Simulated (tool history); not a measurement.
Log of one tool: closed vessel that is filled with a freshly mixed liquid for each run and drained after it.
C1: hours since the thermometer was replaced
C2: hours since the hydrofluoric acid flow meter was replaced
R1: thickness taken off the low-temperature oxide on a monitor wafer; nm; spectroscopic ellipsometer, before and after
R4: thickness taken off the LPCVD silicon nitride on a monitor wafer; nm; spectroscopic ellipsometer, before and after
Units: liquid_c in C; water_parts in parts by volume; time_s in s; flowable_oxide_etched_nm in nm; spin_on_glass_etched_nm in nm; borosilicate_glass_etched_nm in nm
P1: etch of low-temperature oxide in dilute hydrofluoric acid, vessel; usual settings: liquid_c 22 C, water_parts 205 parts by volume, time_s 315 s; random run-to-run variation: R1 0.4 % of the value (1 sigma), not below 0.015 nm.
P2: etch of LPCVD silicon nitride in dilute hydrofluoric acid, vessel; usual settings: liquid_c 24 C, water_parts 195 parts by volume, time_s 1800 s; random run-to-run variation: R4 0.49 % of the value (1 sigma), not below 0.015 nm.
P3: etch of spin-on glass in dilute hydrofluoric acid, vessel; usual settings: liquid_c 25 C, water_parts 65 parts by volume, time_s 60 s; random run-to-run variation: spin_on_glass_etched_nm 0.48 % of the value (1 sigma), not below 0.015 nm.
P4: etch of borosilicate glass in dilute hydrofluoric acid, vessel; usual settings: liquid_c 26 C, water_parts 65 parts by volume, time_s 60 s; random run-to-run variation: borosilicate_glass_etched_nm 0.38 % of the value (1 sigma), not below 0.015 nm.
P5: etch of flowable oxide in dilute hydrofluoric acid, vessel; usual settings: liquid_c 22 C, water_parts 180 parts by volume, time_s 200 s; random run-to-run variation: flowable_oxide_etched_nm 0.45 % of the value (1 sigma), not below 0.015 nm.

Run 1, hour 11.4: process P1, liquid_c 22 C, water_parts 205 parts by volume, time_s 315 s; C1 1823.9; C2 215.1. Result: R1 20.52 nm.
Run 2, hour 25.4: process P5, liquid_c 17.5 C, water_parts 180 parts by volume, time_s 200 s; C1 1837.9; C2 229.1. Result: flowable_oxide_etched_nm 27.732 nm.
Run 3, hour 35.3: process P3, liquid_c 25 C, water_parts 110 parts by volume, time_s 60 s; C1 1847.8; C2 239. Result: spin_on_glass_etched_nm 34.573 nm.
Run 4, hour 51.4: process P2, liquid_c 24 C, water_parts 195 parts by volume, time_s 3260 s; C1 1863.9; C2 255.1. Result: R4 7.8554 nm.
Run 5, hour 65.7: process P1, liquid_c 22 C, water_parts 205 parts by volume, time_s 315 s; C1 1878.2; C2 269.4. Result: R1 20.409 nm.
Run 6, hour 82: process P4, liquid_c 26 C, water_parts 40 parts by volume, time_s 60 s; C1 1894.5; C2 285.7. Result: borosilicate_glass_etched_nm 67.836 nm.
Run 7, hour 95.8: process P1, liquid_c 30 C, water_parts 205 parts by volume, time_s 315 s; C1 1908.3; C2 299.5. Result: R1 27.303 nm.
Run 8, hour 108.3: process P1, liquid_c 22 C, water_parts 205 parts by volume, time_s 315 s; C1 1920.8; C2 312. Result: R1 20.352 nm.
Run 9, hour 122.8: process P2, liquid_c 24 C, water_parts 195 parts by volume, time_s 1800 s; C1 1935.3; C2 326.5. Result: R4 4.3453 nm.
Run 10, hour 136.3: process P2, liquid_c 19.5 C, water_parts 195 parts by volume, time_s 1800 s; C1 1948.8; C2 340. Result: R4 3.301 nm.
Run 11, hour 147.3: process P4, liquid_c 26 C, water_parts 65 parts by volume, time_s 30 s; C1 1959.8; C2 351. Result: borosilicate_glass_etched_nm 20.3 nm.
Run 12, hour 161.2: process P3, liquid_c 29 C, water_parts 65 parts by volume, time_s 60 s; C1 1973.7; C2 364.9. Result: spin_on_glass_etched_nm 73.431 nm.
Run 13, hour 171.6: process P5, liquid_c 22 C, water_parts 315 parts by volume, time_s 200 s; C1 1984.1; C2 375.3. Result: flowable_oxide_etched_nm 16.397 nm.
Run 14, hour 184.8: process P1, liquid_c 22 C, water_parts 205 parts by volume, time_s 315 s; C1 1997.3; C2 388.5. Result: R1 20.336 nm.
Run 15, hour 203: process P1, liquid_c 17 C, water_parts 205 parts by volume, time_s 315 s; C1 2015.5; C2 406.7. Result: R1 16.888 nm.
Run 16, hour 211.1: process P5, liquid_c 22 C, water_parts 180 parts by volume, time_s 30 s; C1 2023.6; C2 414.8. Result: flowable_oxide_etched_nm 4.9477 nm.
Run 17, hour 225.1: process P1, liquid_c 22 C, water_parts 205 parts by volume, time_s 630 s; C1 2037.6; C2 428.8. Result: R1 41.134 nm.
Run 18, hour 235.8: process P1, liquid_c 18.5 C, water_parts 205 parts by volume, time_s 535 s; C1 2048.3; C2 439.5. Result: R1 30.612 nm.
Run 19, hour 253: process P4, liquid_c 34 C, water_parts 65 parts by volume, time_s 60 s; C1 2065.5; C2 456.7. Result: borosilicate_glass_etched_nm 55.077 nm.
Run 20, hour 260.9: process P1, liquid_c 22 C, water_parts 300 parts by volume, time_s 315 s; C1 2073.4; C2 464.6. Result: R1 12.72 nm.
Run 21, hour 277: process P1, liquid_c 22 C, water_parts 205 parts by volume, time_s 315 s; C1 2089.5; C2 480.7. Result: R1 20.574 nm.
Run 22, hour 290.6: process P2, liquid_c 24 C, water_parts 195 parts by volume, time_s 1800 s; C1 2103.1; C2 494.3. Result: R4 4.3915 nm.
Run 23, hour 305.3: process P1, liquid_c 22 C, water_parts 205 parts by volume, time_s 170 s; C1 2117.8; C2 509. Result: R1 11.003 nm.
Run 24, hour 315.1: process P3, liquid_c 25 C, water_parts 65 parts by volume, time_s 120 s; C1 2127.6; C2 518.8. Result: spin_on_glass_etched_nm 124.96 nm.
Run 25, hour 330.3: process P2, liquid_c 24 C, water_parts 295 parts by volume, time_s 1800 s; C1 2142.8; C2 534. Result: R4 2.8968 nm.
Run 26, hour 343.3: process P3, liquid_c 25 C, water_parts 65 parts by volume, time_s 60 s; C1 2155.8; C2 547. Result: spin_on_glass_etched_nm 61.715 nm.
Run 27, hour 353.4: process P4, liquid_c 26 C, water_parts 65 parts by volume, time_s 60 s; C1 2165.9; C2 557.1. Result: borosilicate_glass_etched_nm 40.933 nm.
Run 28, hour 363: process P5, liquid_c 22 C, water_parts 180 parts by volume, time_s 200 s; C1 2175.5; C2 566.7. Result: flowable_oxide_etched_nm 33.066 nm.
Run 29, hour 376.9: process P1, liquid_c 22 C, water_parts 75 parts by volume, time_s 315 s; C1 2189.4; C2 580.6. Result: R1 64.637 nm.
Run 30, hour 392.3: process P1, liquid_c 22 C, water_parts 205 parts by volume, time_s 315 s; C1 2204.8; C2 596. Result: R1 20.502 nm.
Run 31, hour 407.7: process P1, liquid_c 22 C, water_parts 205 parts by volume, time_s 315 s; C1 2220.2; C2 611.4. Result: R1 19.88 nm.
Run 32, hour 423.6: process P1, liquid_c 22 C, water_parts 205 parts by volume, time_s 315 s; C1 2236.1; C2 627.3. Result: R1 19.635 nm.
Run 33, hour 434.9: process P1, liquid_c 22 C, water_parts 205 parts by volume, time_s 315 s; C1 2247.4; C2 638.6. Result: R1 19.409 nm.
Run 34, hour 444: process P1, liquid_c 22 C, water_parts 205 parts by volume, time_s 315 s; C1 2256.5; C2 647.7. Result: R1 19.292 nm.
Run 35, hour 456.3: process P1, liquid_c 22 C, water_parts 205 parts by volume, time_s 315 s; C1 2268.8; C2 660. Result: R1 19.247 nm.
Run 36, hour 472.3: process P1, liquid_c 22 C, water_parts 205 parts by volume, time_s 315 s; C1 2284.8; C2 676. Result: R1 19.292 nm.

What P1 gives has crept away from where it was. These 2 causes fit the log equally well, each at the size given:
A: liquid colder than its thermometer reads (K) = 1.55
B: hydrofluoric acid flow below the setpoint (%) = 4.73
Creep in the process output first set in at about hour 392.3.

4 check runs are offered, one wafer each, their results left as question marks. Which one tells the causes apart?
Run check 1, hour 488.3: process P3, liquid_c 25 C, water_parts 65 parts by volume, time_s 60 s. Result: spin_on_glass_etched_nm ?.
Run check 2, hour 488.3: process P5, liquid_c 22 C, water_parts 180 parts by volume, time_s 200 s. Result: flowable_oxide_etched_nm ?.
Run check 3, hour 488.3: process P2, liquid_c 24 C, water_parts 195 parts by volume, time_s 1800 s. Result: R4 ?.
Run check 4, hour 488.3: process P4, liquid_c 26 C, water_parts 65 parts by volume, time_s 60 s. Result: borosilicate_glass_etched_nm ?.

Outcome of each check run for each possible cause:
  check                        result    if A    if B
check 1       spin_on_glass_etched_nm  58.652   59.25
check 2      flowable_oxide_etched_nm  31.098   31.16
check 3                            R4   3.946  4.1523
check 4  borosilicate_glass_etched_nm  38.225  38.591
Per check, the gap between the least separated pair of causes, taken in the result that splits them most: check 1 1.01 %; check 2 0.2 %; check 3 5.1 %; check 4 0.95 %
Only in check 3 would the causes give clearly different results; in the remaining checks their results would be nearly the same.

The results of check 3 are: R4 4.1849 nm. Based on these, which of the listed causes is it?

The cause is B: hydrofluoric acid flow below the setpoint (%).

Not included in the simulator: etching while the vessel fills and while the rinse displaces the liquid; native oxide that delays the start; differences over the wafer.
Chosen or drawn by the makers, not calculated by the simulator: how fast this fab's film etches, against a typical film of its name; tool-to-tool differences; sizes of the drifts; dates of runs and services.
